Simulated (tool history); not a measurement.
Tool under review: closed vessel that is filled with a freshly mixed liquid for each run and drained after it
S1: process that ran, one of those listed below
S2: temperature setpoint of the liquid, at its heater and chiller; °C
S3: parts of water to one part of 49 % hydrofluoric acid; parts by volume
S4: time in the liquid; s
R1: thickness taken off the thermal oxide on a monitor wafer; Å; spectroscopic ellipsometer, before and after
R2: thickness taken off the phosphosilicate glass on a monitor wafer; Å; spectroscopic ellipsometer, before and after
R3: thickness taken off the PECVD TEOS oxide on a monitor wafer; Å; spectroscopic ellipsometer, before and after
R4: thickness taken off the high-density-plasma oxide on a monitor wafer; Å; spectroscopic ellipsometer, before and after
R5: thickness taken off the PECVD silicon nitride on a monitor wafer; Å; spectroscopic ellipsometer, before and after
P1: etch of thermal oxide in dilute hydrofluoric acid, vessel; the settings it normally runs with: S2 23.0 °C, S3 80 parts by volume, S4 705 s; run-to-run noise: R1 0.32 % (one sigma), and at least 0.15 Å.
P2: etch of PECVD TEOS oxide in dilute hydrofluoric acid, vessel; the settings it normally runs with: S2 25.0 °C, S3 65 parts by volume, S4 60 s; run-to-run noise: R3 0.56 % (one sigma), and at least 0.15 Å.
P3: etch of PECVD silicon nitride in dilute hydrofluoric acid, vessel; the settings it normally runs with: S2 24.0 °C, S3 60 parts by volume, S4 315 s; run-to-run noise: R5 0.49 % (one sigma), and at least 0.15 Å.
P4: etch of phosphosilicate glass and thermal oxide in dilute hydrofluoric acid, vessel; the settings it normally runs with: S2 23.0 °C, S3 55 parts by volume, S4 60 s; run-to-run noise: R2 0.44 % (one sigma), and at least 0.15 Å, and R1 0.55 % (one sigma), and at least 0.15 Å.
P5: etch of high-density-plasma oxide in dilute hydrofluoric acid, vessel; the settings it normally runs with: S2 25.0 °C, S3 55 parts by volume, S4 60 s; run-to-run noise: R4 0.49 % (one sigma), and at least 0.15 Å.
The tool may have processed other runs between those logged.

run,hour,S1,S2,S3,S4,R1,R2,R3,R4,R5
1,4.3,P1,23.0,80,705,401.970,,,,
2,9.6,P4,23.0,20,60,147.920,4064.20,,,
3,14.6,P1,23.0,80,705,405.190,,,,
4,19.4,P2,25.0,65,115,,,286.13,,
5,24.8,P2,25.0,65,60,,,150.21,,
6,31.0,P1,23.0,20,105,258.520,,,,
7,35.0,P1,23.0,45,705,748.950,,,,
8,38.9,P1,27.5,130,705,277.540,,,,
9,42.0,P5,25.0,55,30,,,,30.690,
10,45.3,P3,24.0,60,315,,,,,184.160
11,50.9,P3,24.0,20,315,,,,,536.820
12,54.9,P1,23.0,80,705,400.330,,,,
13,58.5,P1,23.0,80,705,400.740,,,,
14,62.2,P1,23.0,80,1260,721.350,,,,
15,68.5,P5,25.0,55,60,,,,61.767,
16,73.7,P4,23.0,55,60,51.608,1406.00,,,
17,78.0,P5,17.5,55,60,,,,44.885,
18,84.3,P1,23.0,80,160,91.406,,,,
19,90.4,P1,17.0,80,705,313.790,,,,
20,93.7,P2,18.5,65,60,,,114.80,,
21,99.3,P2,25.0,25,60,,,408.85,,
22,102.4,P1,27.5,80,705,481.540,,,,
23,107.7,P3,17.0,60,315,,,,,114.230
24,113.4,P4,23.0,55,60,51.858,1400.30,,,
25,119.1,P5,25.0,20,60,,,,177.720,
26,123.0,P4,23.0,55,30,25.996,703.91,,,
27,128.1,P4,17.0,55,60,39.967,1087.10,,,
28,131.4,P1,23.0,80,705,404.200,,,,
29,135.4,P1,23.0,135,705,224.900,,,,
30,140.9,P1,23.0,80,705,401.020,,,,
31,145.2,P3,24.0,60,30,,,,,17.506
32,149.0,P1,23.0,80,705,402.850,,,,
33,155.0,P1,23.0,80,705,415.040,,,,
34,157.9,P1,23.0,80,705,419.520,,,,
35,163.7,P1,23.0,80,705,421.590,,,,
36,170.0,P1,23.0,80,705,425.300,,,,
37,175.7,P1,23.0,80,705,424.890,,,,
38,179.5,P1,23.0,80,705,428.740,,,,
39,185.1,P1,23.0,80,705,429.100,,,,
40,189.1,P1,23.0,80,705,426.670,,,,
41,193.0,P1,23.0,80,705,426.440,,,,

What P1 gives has crept away from where it was. These 2 causes fit the log equally well, each at the size given:
A: liquid hotter than its thermometer reads (K) = 1.54
B: hydrofluoric acid flow above the setpoint (%) = 5.8
Onset of the creep was near hour 149.0.

4 check runs are offered, one wafer each, their results left as question marks. Which one tells the causes apart?
check 1,196.9,P3,24.0,60,315,,,,,?
check 2,196.9,P5,25.0,55,60,,,,?,
check 3,196.9,P4,23.0,55,60,?,?,,,
check 4,196.9,P2,25.0,65,60,,,?,,

Expected result of each check under each candidate cause:
check,result,if A,if B
check 1,R5,204.710,195.230
check 2,R4,65.463,65.354
check 3,R1,55.159,55.001
check 3,R2,1504.60,1500.30
check 4,R3,158.66,158.56
Gap, in per cent, between the two causes that each check separates least, read from the result that separates them most: check 1 4.74 %; check 2 0.17 %; check 3 0.29 %; check 4 0.06 %
Only check 1 tells the causes apart: in the others they would give nearly the same result.

Running check 1 produced the following: R5 203.540 Å. Which one of the listed causes fits?

The correct cause is A, namely: liquid hotter than its thermometer reads (K).

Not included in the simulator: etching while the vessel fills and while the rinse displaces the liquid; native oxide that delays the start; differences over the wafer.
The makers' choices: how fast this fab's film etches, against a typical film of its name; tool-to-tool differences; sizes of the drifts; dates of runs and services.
